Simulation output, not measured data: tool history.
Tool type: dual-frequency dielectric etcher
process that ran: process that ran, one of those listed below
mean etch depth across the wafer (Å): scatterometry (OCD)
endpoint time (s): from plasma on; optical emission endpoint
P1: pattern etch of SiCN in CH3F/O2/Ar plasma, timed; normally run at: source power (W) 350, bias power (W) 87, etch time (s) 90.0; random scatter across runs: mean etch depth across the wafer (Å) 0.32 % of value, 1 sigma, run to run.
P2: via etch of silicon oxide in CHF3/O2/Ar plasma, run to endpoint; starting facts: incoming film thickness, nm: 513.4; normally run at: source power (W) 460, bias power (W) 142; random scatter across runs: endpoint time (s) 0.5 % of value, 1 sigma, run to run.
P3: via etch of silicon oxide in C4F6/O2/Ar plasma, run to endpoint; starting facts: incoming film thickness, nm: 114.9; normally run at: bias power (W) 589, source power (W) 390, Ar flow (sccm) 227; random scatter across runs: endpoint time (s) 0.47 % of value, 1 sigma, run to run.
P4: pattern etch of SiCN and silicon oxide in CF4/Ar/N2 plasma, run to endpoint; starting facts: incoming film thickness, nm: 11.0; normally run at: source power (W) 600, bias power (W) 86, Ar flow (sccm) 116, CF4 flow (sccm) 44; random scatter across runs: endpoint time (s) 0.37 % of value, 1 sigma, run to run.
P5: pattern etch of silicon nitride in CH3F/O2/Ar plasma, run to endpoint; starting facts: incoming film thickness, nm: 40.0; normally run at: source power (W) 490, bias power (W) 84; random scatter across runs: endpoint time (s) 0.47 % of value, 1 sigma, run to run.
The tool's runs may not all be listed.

| run | hour | process that ran | source power (W) | bias power (W) | etch time (s) | Ar flow (sccm) | CF4 flow (sccm) | hours since the last wet clean | hours since the last source power generator calibration | hours since the last bias power generator calibration | mean etch depth across the wafer (Å) | endpoint time (s) |
|---|---|---|---|---|---|---|---|---|---|---|---|---|
| 1 | 11.8 | P1 | 350 | 87 | 90.0 |  |  | 202.4 | 2536.5 | 2681.0 | 341.09 |  |
| 2 | 24.8 | P2 | 460 | 113 |  |  |  | 215.4 | 2549.5 | 2694.0 |  | 344.2700 |
| 3 | 38.8 | P3 | 390 | 413 |  | 227 |  | 229.4 | 2563.5 | 2708.0 |  | 26.7360 |
| 4 | 49.1 | P5 | 610 | 84 |  |  |  | 239.7 | 2573.8 | 2718.3 |  | 46.1430 |
| 5 | 58.3 | P4 | 600 | 86 |  | 69 | 44 | 248.9 | 2583.0 | 2727.5 |  | 9.7858 |
| 6 | 70.7 | P1 | 350 | 119 | 90.0 |  |  | 261.3 | 2595.4 | 2739.9 | 386.39 |  |
| 7 | 80.2 | P1 | 350 | 60 | 90.0 |  |  | 270.8 | 2604.9 | 2749.4 | 297.92 |  |
| 8 | 93.1 | P1 | 410 | 87 | 120.5 |  |  | 283.7 | 2617.8 | 2762.3 | 483.79 |  |
| 9 | 103.6 | P1 | 350 | 87 | 118.5 |  |  | 294.2 | 2628.3 | 2772.8 | 450.09 |  |
| 10 | 117.6 | P3 | 390 | 589 |  | 162 |  | 308.2 | 2642.3 | 2786.8 |  | 22.2310 |
| 11 | 131.9 | P1 | 460 | 87 | 66.5 |  |  | 322.5 | 2656.6 | 2801.1 | 278.09 |  |
| 12 | 145.4 | P2 | 640 | 142 |  |  |  | 336.0 | 2670.1 | 2814.6 |  | 281.4700 |
| 13 | 156.6 | P5 | 490 | 53 |  |  |  | 347.2 | 2681.3 | 2825.8 |  | 58.7400 |
| 14 | 172.2 | P4 | 600 | 86 |  | 116 | 52 | 362.8 | 2696.9 | 2841.4 |  | 10.2990 |
| 15 | 187.2 | P1 | 350 | 87 | 57.5 |  |  | 377.8 | 2711.9 | 2856.4 | 217.19 |  |
| 16 | 195.7 | P2 | 460 | 142 |  |  |  | 386.3 | 2720.4 | 2864.9 |  | 317.6100 |
| 17 | 210.9 | P1 | 350 | 87 | 90.0 |  |  | 401.5 | 2735.6 | 2880.1 | 342.26 |  |
| 18 | 225.3 | P4 | 600 | 86 |  | 116 | 44 | 415.9 | 2750.0 | 2894.5 |  | 10.6160 |
| 19 | 241.1 | P5 | 490 | 84 |  |  |  | 431.7 | 2765.8 | 2910.3 |  | 50.4150 |
| 20 | 254.2 | P1 | 350 | 87 | 90.0 |  |  | 444.8 | 2778.9 | 2923.4 | 340.15 |  |
| 21 | 266.6 | P3 | 390 | 589 |  | 227 |  | 457.2 | 2791.3 | 2935.8 |  | 23.2650 |
|  | 268.3 | source power generator calibrated |
| 22 | 282.5 | P3 | 240 | 589 |  | 227 |  | 473.1 | 14.3 | 2951.7 |  | 27.6680 |
| 23 | 292.8 | P1 | 350 | 87 | 90.0 |  |  | 483.4 | 24.6 | 2962.0 | 341.18 |  |
| 24 | 309.3 | P4 | 600 | 67 |  | 116 | 44 | 499.9 | 41.1 | 2978.5 |  | 11.6460 |
| 25 | 325.6 | P1 | 350 | 87 | 90.0 |  |  | 516.2 | 57.4 | 2994.8 | 340.70 |  |
| 26 | 340.6 | P1 | 200 | 87 | 90.0 |  |  | 531.2 | 72.4 | 3009.8 | 279.07 |  |
| 27 | 349.8 | P4 | 790 | 86 |  | 116 | 44 | 540.4 | 81.6 | 3019.0 |  | 8.3302 |
|  | 358.5 | bias power generator calibrated |
| 28 | 362.9 | P4 | 600 | 86 |  | 116 | 44 | 553.5 | 94.7 | 4.5 |  | 10.6200 |
| 29 | 371.1 | P2 | 460 | 142 |  |  |  | 561.7 | 102.9 | 12.7 |  | 317.2600 |
| 30 | 386.3 | P1 | 350 | 87 | 90.0 |  |  | 576.9 | 118.1 | 27.9 | 340.65 |  |
| 31 | 398.4 | P1 | 490 | 87 | 90.0 |  |  | 589.0 | 130.2 | 40.0 | 386.73 |  |
| 32 | 412.3 | P1 | 350 | 87 | 90.0 |  |  | 602.9 | 144.1 | 53.9 | 341.24 |  |
| 33 | 422.8 | P1 | 350 | 87 | 90.0 |  |  | 613.4 | 154.6 | 64.4 | 343.55 |  |
| 34 | 438.0 | P1 | 350 | 87 | 90.0 |  |  | 628.6 | 169.8 | 79.6 | 343.79 |  |
| 35 | 445.4 | P1 | 350 | 87 | 90.0 |  |  | 636.0 | 177.2 | 87.0 | 346.78 |  |
| 36 | 456.4 | P1 | 350 | 87 | 90.0 |  |  | 647.0 | 188.2 | 98.0 | 343.98 |  |
| 37 | 466.1 | P1 | 350 | 87 | 90.0 |  |  | 656.7 | 197.9 | 107.7 | 346.47 |  |
| 38 | 475.5 | P1 | 350 | 87 | 90.0 |  |  | 666.1 | 207.3 | 117.1 | 346.93 |  |
| 39 | 491.8 | P1 | 350 | 87 | 90.0 |  |  | 682.4 | 223.6 | 133.4 | 344.32 |  |
|  | 492.8 | wet clean of the chamber |
| 40 | 501.1 | P1 | 350 | 87 | 90.0 |  |  | 8.4 | 232.9 | 142.7 | 344.81 |  |
| 41 | 514.4 | P1 | 350 | 87 | 90.0 |  |  | 21.7 | 246.2 | 156.0 | 345.52 |  |
| 42 | 529.1 | P1 | 350 | 87 | 90.0 |  |  | 36.4 | 260.9 | 170.7 | 346.60 |  |
| 43 | 542.7 | P1 | 350 | 87 | 90.0 |  |  | 50.0 | 274.5 | 184.3 | 347.15 |  |

What P1 gives has crept away from where it was. These 2 causes fit the log equally well, each at the size given:
A: source power that arrives over what is set, % = 4.42
B: bias power that arrives over what is set, % = 4.4
The onset of the drift is placed at about hour 412.3.
Other possible causes, and why each is ruled out:
chamber walls in a state that raises the etch rate, %: serviced at hour 492.8, which brought nothing back

You are offered 4 check runs, listed below with question marks in place of their results; each one averages 2 wafers. Which run separates the listed causes by giving clearly different results for each?
| check 1 | 556.3 | P5 | 490 | 84 |  |  |  |  |  |  |  | ? |
| check 2 | 556.3 | P4 | 600 | 86 |  | 116 | 44 |  |  |  |  | ? |
| check 3 | 556.3 | P3 | 390 | 589 |  | 227 |  |  |  |  |  | ? |
| check 4 | 556.3 | P2 | 460 | 142 |  |  |  |  |  |  |  | ? |

How each check would come out, cause by cause:
| check | result | if A | if B |
|---|---|---|---|
| check 1 | endpoint time (s) | 49.2410 | 49.3010 |
| check 2 | endpoint time (s) | 10.2030 | 10.4220 |
| check 3 | endpoint time (s) | 22.8280 | 22.8120 |
| check 4 | endpoint time (s) | 313.2100 | 314.0200 |
Separation of the two closest causes in each check, using whichever result separates them best: check 1 0.12 %; check 2 2.13 %; check 3 0.07 %; check 4 0.26 %
Check 2 distinguishes between the causes, while the remaining checks would return nearly the same result for all of them.

Here is what check 2 returned: endpoint time (s) 10.1820. Which cause is it?

A is the cause: source power that arrives over what is set, %.

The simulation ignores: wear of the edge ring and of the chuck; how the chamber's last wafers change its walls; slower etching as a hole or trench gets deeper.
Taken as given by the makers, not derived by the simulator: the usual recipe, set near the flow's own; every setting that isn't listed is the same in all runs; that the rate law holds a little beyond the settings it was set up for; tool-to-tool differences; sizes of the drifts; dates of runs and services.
